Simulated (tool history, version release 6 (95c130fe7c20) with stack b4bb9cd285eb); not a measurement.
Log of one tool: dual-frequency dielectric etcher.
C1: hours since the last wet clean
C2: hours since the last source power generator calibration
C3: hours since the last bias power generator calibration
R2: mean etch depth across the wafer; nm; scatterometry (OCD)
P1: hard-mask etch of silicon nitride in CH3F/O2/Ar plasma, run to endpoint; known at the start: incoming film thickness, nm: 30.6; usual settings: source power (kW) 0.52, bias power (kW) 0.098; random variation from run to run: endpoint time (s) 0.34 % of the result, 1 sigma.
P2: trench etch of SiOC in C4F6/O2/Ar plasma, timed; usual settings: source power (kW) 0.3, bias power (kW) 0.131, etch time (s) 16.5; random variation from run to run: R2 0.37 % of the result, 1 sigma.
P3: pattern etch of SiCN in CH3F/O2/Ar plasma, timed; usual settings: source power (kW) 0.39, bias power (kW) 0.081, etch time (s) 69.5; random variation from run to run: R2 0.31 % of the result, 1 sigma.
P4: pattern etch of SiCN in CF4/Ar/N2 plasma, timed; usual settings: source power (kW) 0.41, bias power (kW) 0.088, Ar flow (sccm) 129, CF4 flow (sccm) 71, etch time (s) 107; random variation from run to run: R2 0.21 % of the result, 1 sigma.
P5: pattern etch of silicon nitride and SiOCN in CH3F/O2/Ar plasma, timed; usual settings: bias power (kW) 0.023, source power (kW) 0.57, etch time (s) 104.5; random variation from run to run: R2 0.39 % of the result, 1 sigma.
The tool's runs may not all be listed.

Run 1, hour 8.7: process that ran P1, source power (kW) 0.52, bias power (kW) 0.098; C1 220.6; C2 842.5; C3 844. Result: endpoint time (s) 35.575.
Run 2, hour 19.5: process that ran P5, source power (kW) 0.57, bias power (kW) 0.023, etch time (s) 73.5; C1 231.4; C2 853.3; C3 854.8. Result: R2 11.041 nm.
Run 3, hour 25: process that ran P4, source power (kW) 0.3, bias power (kW) 0.088, etch time (s) 107, Ar flow (sccm) 129, CF4 flow (sccm) 71; C1 236.9; C2 858.8; C3 860.3. Result: R2 67.151 nm.
Run 4, hour 36.2: process that ran P1, source power (kW) 0.52, bias power (kW) 0.098; C1 248.1; C2 870; C3 871.5. Result: endpoint time (s) 35.841.
Run 5, hour 43.9: process that ran P3, source power (kW) 0.39, bias power (kW) 0.081, etch time (s) 69.5; C1 255.8; C2 877.7; C3 879.2. Result: R2 27.575 nm.
Run 6, hour 53.1: process that ran P1, source power (kW) 0.52, bias power (kW) 0.074; C1 265; C2 886.9; C3 888.4. Result: endpoint time (s) 39.42.
Run 7, hour 63.1: process that ran P5, source power (kW) 0.8, bias power (kW) 0.023, etch time (s) 104.5; C1 275; C2 896.9; C3 898.4. Result: R2 17.642 nm.
Run 8, hour 70.3: process that ran P5, source power (kW) 0.57, bias power (kW) 0.023, etch time (s) 104.5; C1 282.2; C2 904.1; C3 905.6. Result: R2 15.732 nm.
Run 9, hour 79.3: process that ran P4, source power (kW) 0.41, bias power (kW) 0.057, etch time (s) 107, Ar flow (sccm) 129, CF4 flow (sccm) 71; C1 291.2; C2 913.1; C3 914.6. Result: R2 75.516 nm.
At hour 88.4: source power generator calibrated.
Run 10, hour 88.4: process that ran P1, source power (kW) 0.63, bias power (kW) 0.098; C1 300.3; C2 0; C3 923.7. Result: endpoint time (s) 33.18.
Run 11, hour 98: process that ran P3, source power (kW) 0.51, bias power (kW) 0.081, etch time (s) 69.5; C1 309.9; C2 9.6; C3 933.3. Result: R2 30.4 nm.
Run 12, hour 109.3: process that ran P2, source power (kW) 0.3, bias power (kW) 0.131, etch time (s) 25; C1 321.2; C2 20.9; C3 944.6. Result: R2 43.565 nm.
Run 13, hour 119.7: process that ran P4, source power (kW) 0.41, bias power (kW) 0.088, etch time (s) 107, Ar flow (sccm) 129, CF4 flow (sccm) 86; C1 331.6; C2 31.3; C3 955. Result: R2 90.871 nm.
Run 14, hour 127.4: process that ran P4, source power (kW) 0.41, bias power (kW) 0.088, etch time (s) 107, Ar flow (sccm) 95, CF4 flow (sccm) 71; C1 339.3; C2 39; C3 962.7. Result: R2 92.318 nm.
Run 15, hour 138.6: process that ran P3, source power (kW) 0.39, bias power (kW) 0.081, etch time (s) 69.5; C1 350.5; C2 50.2; C3 973.9. Result: R2 27.543 nm.
Run 16, hour 146.4: process that ran P1, source power (kW) 0.7, bias power (kW) 0.06; C1 358.3; C2 58; C3 981.7. Result: endpoint time (s) 37.655.
Run 17, hour 152.4: process that ran P2, source power (kW) 0.3, bias power (kW) 0.131, etch time (s) 16.5; C1 364.3; C2 64; C3 987.7. Result: R2 28.524 nm.
Run 18, hour 163.4: process that ran P4, source power (kW) 0.41, bias power (kW) 0.088, etch time (s) 160, Ar flow (sccm) 129, CF4 flow (sccm) 71; C1 375.3; C2 75; C3 998.7. Result: R2 132.01 nm.
Run 19, hour 170.8: process that ran P1, source power (kW) 0.52, bias power (kW) 0.098; C1 382.7; C2 82.4; C3 1006.1. Result: endpoint time (s) 35.674.
Run 20, hour 176.4: process that ran P2, source power (kW) 0.3, bias power (kW) 0.17, etch time (s) 16.5; C1 388.3; C2 88; C3 1011.7. Result: R2 31.062 nm.
Run 21, hour 181.3: process that ran P1, source power (kW) 0.4, bias power (kW) 0.098; C1 393.2; C2 92.9; C3 1016.6. Result: endpoint time (s) 39.374.
Run 22, hour 190.5: process that ran P3, source power (kW) 0.39, bias power (kW) 0.081, etch time (s) 38; C1 402.4; C2 102.1; C3 1025.8. Result: R2 15.157 nm.
Run 23, hour 196: process that ran P2, source power (kW) 0.17, bias power (kW) 0.131, etch time (s) 16.5; C1 407.9; C2 107.6; C3 1031.3. Result: R2 23.051 nm.
Run 24, hour 203.7: process that ran P1, source power (kW) 0.52, bias power (kW) 0.135; C1 415.6; C2 115.3; C3 1039. Result: endpoint time (s) 31.758.
Run 25, hour 210.6: process that ran P1, source power (kW) 0.52, bias power (kW) 0.098; C1 422.5; C2 122.2; C3 1045.9. Result: endpoint time (s) 35.647.
Run 26, hour 219.4: process that ran P1, source power (kW) 0.52, bias power (kW) 0.098; C1 431.3; C2 131; C3 1054.7. Result: endpoint time (s) 35.861.
Run 27, hour 230.3: process that ran P5, source power (kW) 0.57, bias power (kW) 0.032, etch time (s) 104.5; C1 442.2; C2 141.9; C3 1065.6. Result: R2 18.303 nm.
Run 28, hour 240.3: process that ran P3, source power (kW) 0.39, bias power (kW) 0.05, etch time (s) 69.5; C1 452.2; C2 151.9; C3 1075.6. Result: R2 23.289 nm.
Run 29, hour 246.5: process that ran P1, source power (kW) 0.63, bias power (kW) 0.069; C1 458.4; C2 158.1; C3 1081.8. Result: endpoint time (s) 37.591.
Run 30, hour 256.3: process that ran P4, source power (kW) 0.41, bias power (kW) 0.088, etch time (s) 107, Ar flow (sccm) 129, CF4 flow (sccm) 71; C1 468.2; C2 167.9; C3 1091.6. Result: R2 88.202 nm.
Run 31, hour 261.4: process that ran P4, source power (kW) 0.41, bias power (kW) 0.088, etch time (s) 107, Ar flow (sccm) 129, CF4 flow (sccm) 71; C1 473.3; C2 173; C3 1096.7. Result: R2 88.357 nm.
Run 32, hour 270.6: process that ran P1, source power (kW) 0.52, bias power (kW) 0.098; C1 482.5; C2 182.2; C3 1105.9. Result: endpoint time (s) 35.548.
Run 33, hour 277.8: process that ran P1, source power (kW) 0.52, bias power (kW) 0.098; C1 489.7; C2 189.4; C3 1113.1. Result: endpoint time (s) 35.791.
Run 34, hour 285.3: process that ran P1, source power (kW) 0.52, bias power (kW) 0.098; C1 497.2; C2 196.9; C3 1120.6. Result: endpoint time (s) 36.065.

Forecast run 35:
Run 35, hour 294.9: process that ran P1, source power (kW) 0.52, bias power (kW) 0.098; C1 506.8; C2 206.5; C3 1130.2. Result: endpoint time (s) ?.

endpoint time (s): 36.438
